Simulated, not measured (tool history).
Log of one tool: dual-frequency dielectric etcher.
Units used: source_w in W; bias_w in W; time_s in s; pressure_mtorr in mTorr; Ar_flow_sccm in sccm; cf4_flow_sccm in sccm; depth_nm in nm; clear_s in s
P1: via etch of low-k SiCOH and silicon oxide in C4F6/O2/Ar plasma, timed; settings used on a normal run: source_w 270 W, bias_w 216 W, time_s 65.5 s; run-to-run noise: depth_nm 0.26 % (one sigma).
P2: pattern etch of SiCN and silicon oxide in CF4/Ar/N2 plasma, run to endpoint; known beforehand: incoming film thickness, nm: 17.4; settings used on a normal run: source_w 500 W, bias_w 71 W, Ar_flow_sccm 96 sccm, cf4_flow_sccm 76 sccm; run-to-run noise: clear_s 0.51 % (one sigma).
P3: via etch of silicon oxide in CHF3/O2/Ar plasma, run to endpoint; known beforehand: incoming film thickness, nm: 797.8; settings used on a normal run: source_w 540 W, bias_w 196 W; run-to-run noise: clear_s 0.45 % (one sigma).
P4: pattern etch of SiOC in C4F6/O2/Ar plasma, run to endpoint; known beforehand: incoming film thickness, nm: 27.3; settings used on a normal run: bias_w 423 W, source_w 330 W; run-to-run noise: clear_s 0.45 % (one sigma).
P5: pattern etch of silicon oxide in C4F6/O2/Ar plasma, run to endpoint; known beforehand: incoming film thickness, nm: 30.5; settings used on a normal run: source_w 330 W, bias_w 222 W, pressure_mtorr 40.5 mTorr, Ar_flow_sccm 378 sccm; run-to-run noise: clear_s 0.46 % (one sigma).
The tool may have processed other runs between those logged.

{"run": 1, "day": 0.683, "process": "P1", "source_w": 270, "bias_w": 216, "time_s": 65.5, "depth_nm": 152.37}
{"run": 2, "day": 1.067, "process": "P1", "source_w": 270, "bias_w": 216, "time_s": 65.5, "depth_nm": 152.34}
{"run": 3, "day": 1.842, "process": "P1", "source_w": 270, "bias_w": 216, "time_s": 65.5, "depth_nm": 152.57}
{"run": 4, "day": 2.188, "process": "P3", "source_w": 340, "bias_w": 196, "clear_s": 495.62}
{"day": 2.462, "done": "source power generator calibrated"}
{"run": 5, "day": 2.838, "process": "P5", "source_w": 330, "bias_w": 222, "pressure_mtorr": 54.5, "Ar_flow_sccm": 378, "clear_s": 10.864}
{"run": 6, "day": 3.262, "process": "P1", "source_w": 270, "bias_w": 216, "time_s": 65.5, "depth_nm": 152.62}
{"run": 7, "day": 3.704, "process": "P2", "source_w": 500, "bias_w": 71, "Ar_flow_sccm": 96, "cf4_flow_sccm": 76, "clear_s": 18.294}
{"run": 8, "day": 4.246, "process": "P1", "source_w": 270, "bias_w": 216, "time_s": 80, "depth_nm": 186.79}
{"run": 9, "day": 4.825, "process": "P4", "source_w": 330, "bias_w": 270, "clear_s": 12.301}
{"run": 10, "day": 5.425, "process": "P5", "source_w": 330, "bias_w": 146, "pressure_mtorr": 40.5, "Ar_flow_sccm": 378, "clear_s": 12.118}
{"run": 11, "day": 5.938, "process": "P4", "source_w": 330, "bias_w": 423, "clear_s": 10.424}
{"run": 12, "day": 6.496, "process": "P1", "source_w": 270, "bias_w": 178, "time_s": 80.5, "depth_nm": 176.5}
{"run": 13, "day": 7.204, "process": "P1", "source_w": 270, "bias_w": 216, "time_s": 45, "depth_nm": 105.16}
{"run": 14, "day": 7.55, "process": "P5", "source_w": 330, "bias_w": 222, "pressure_mtorr": 40.5, "Ar_flow_sccm": 378, "clear_s": 10.541}
{"run": 15, "day": 8.121, "process": "P1", "source_w": 270, "bias_w": 278, "time_s": 65.5, "depth_nm": 166.4}
{"run": 16, "day": 8.829, "process": "P2", "source_w": 500, "bias_w": 91, "Ar_flow_sccm": 96, "cf4_flow_sccm": 76, "clear_s": 16.965}
{"run": 17, "day": 9.458, "process": "P5", "source_w": 330, "bias_w": 222, "pressure_mtorr": 40.5, "Ar_flow_sccm": 248, "clear_s": 10.053}
{"run": 18, "day": 10.067, "process": "P1", "source_w": 190, "bias_w": 216, "time_s": 65.5, "depth_nm": 133.11}
{"run": 19, "day": 10.458, "process": "P3", "source_w": 540, "bias_w": 196, "clear_s": 413.93}
{"run": 20, "day": 11.033, "process": "P5", "source_w": 330, "bias_w": 222, "pressure_mtorr": 40.5, "Ar_flow_sccm": 378, "clear_s": 10.539}
{"run": 21, "day": 11.792, "process": "P3", "source_w": 540, "bias_w": 261, "clear_s": 370.28}
{"run": 22, "day": 12.283, "process": "P4", "source_w": 240, "bias_w": 423, "clear_s": 11.689}
{"run": 23, "day": 12.912, "process": "P1", "source_w": 270, "bias_w": 166, "time_s": 65.5, "depth_nm": 140.36}
{"run": 24, "day": 13.367, "process": "P1", "source_w": 270, "bias_w": 216, "time_s": 65.5, "depth_nm": 153.38}
{"run": 25, "day": 13.983, "process": "P2", "source_w": 500, "bias_w": 71, "Ar_flow_sccm": 60, "cf4_flow_sccm": 76, "clear_s": 17.244}
{"run": 26, "day": 14.55, "process": "P5", "source_w": 460, "bias_w": 222, "pressure_mtorr": 40.5, "Ar_flow_sccm": 378, "clear_s": 9.2771}
{"run": 27, "day": 15.204, "process": "P2", "source_w": 310, "bias_w": 71, "Ar_flow_sccm": 96, "cf4_flow_sccm": 76, "clear_s": 27.578}

Run 28 comes next. What will it give?
{"run": 28, "day": 15.896, "process": "P1", "source_w": 330, "bias_w": 216, "time_s": 65.5, "depth_nm": "?"}

Run 28 yielded depth_nm 165.57 nm.
